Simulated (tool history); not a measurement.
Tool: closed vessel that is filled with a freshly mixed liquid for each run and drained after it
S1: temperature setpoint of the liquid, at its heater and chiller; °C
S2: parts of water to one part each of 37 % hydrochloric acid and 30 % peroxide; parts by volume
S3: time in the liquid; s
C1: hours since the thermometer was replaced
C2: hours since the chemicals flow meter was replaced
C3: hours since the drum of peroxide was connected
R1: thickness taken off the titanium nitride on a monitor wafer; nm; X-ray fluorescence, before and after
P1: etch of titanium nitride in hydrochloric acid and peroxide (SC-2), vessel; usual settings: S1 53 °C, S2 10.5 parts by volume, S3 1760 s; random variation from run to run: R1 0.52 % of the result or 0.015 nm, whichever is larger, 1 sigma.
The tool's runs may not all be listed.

{"run": 1, "hour": 4.9, "S1": 53, "S2": 10.5, "S3": 1760, "C1": 793.8, "C2": 339.5, "C3": 1015.1, "R1": 45.675}
{"run": 2, "hour": 11.7, "S1": 53, "S2": 4, "S3": 3365, "C1": 800.6, "C2": 346.3, "C3": 1021.9, "R1": 182.67}
{"run": 3, "hour": 17.7, "S1": 39.5, "S2": 4, "S3": 1760, "C1": 806.6, "C2": 352.3, "C3": 1027.9, "R1": 37.965}
{"run": 4, "hour": 26.1, "S1": 53, "S2": 10.5, "S3": 1760, "C1": 815, "C2": 360.7, "C3": 1036.3, "R1": 45.362}
{"run": 5, "hour": 34.8, "S1": 53, "S2": 10.5, "S3": 1760, "C1": 823.7, "C2": 369.4, "C3": 1045, "R1": 45.393}
{"run": 6, "hour": 39.5, "S1": 53, "S2": 10.5, "S3": 3380, "C1": 828.4, "C2": 374.1, "C3": 1049.7, "R1": 86.763}
{"hour": 43.2, "done": "chemicals flow meter replaced"}
{"run": 7, "hour": 48.1, "S1": 53, "S2": 10.5, "S3": 1760, "C1": 837, "C2": 5, "C3": 1058.3, "R1": 46.083}
{"run": 8, "hour": 54.1, "S1": 53, "S2": 10.5, "S3": 1760, "C1": 843, "C2": 11, "C3": 1064.3, "R1": 45.503}
{"run": 9, "hour": 58.7, "S1": 53, "S2": 10.5, "S3": 610, "C1": 847.6, "C2": 15.6, "C3": 1068.9, "R1": 15.692}
{"run": 10, "hour": 63.5, "S1": 53, "S2": 4, "S3": 1760, "C1": 852.4, "C2": 20.4, "C3": 1073.7, "R1": 94.409}
{"run": 11, "hour": 70.4, "S1": 65, "S2": 10.5, "S3": 1760, "C1": 859.3, "C2": 27.3, "C3": 1080.6, "R1": 97.528}
{"run": 12, "hour": 74.4, "S1": 53, "S2": 18.5, "S3": 1760, "C1": 863.3, "C2": 31.3, "C3": 1084.6, "R1": 28.069}
{"run": 13, "hour": 82.1, "S1": 38.5, "S2": 10.5, "S3": 1760, "C1": 871, "C2": 39, "C3": 1092.3, "R1": 16.853}
{"run": 14, "hour": 91.3, "S1": 53, "S2": 10.5, "S3": 1760, "C1": 880.2, "C2": 48.2, "C3": 1101.5, "R1": 45.545}
{"run": 15, "hour": 98.4, "S1": 53, "S2": 10.5, "S3": 1760, "C1": 887.3, "C2": 55.3, "C3": 1108.6, "R1": 47.067}
{"run": 16, "hour": 104.5, "S1": 53, "S2": 10.5, "S3": 1760, "C1": 893.4, "C2": 61.4, "C3": 1114.7, "R1": 47.837}
{"run": 17, "hour": 113.6, "S1": 53, "S2": 10.5, "S3": 1760, "C1": 902.5, "C2": 70.5, "C3": 1123.8, "R1": 48.694}
{"run": 18, "hour": 117.8, "S1": 53, "S2": 10.5, "S3": 1760, "C1": 906.7, "C2": 74.7, "C3": 1128, "R1": 49.197}

The next listed run, before its measurement:
{"run": 19, "hour": 127.0, "S1": 53, "S2": 10.5, "S3": 1760, "C1": 915.9, "C2": 83.9, "C3": 1137.2, "R1": "?"}

{"run 19": {"R1": 49.465}}
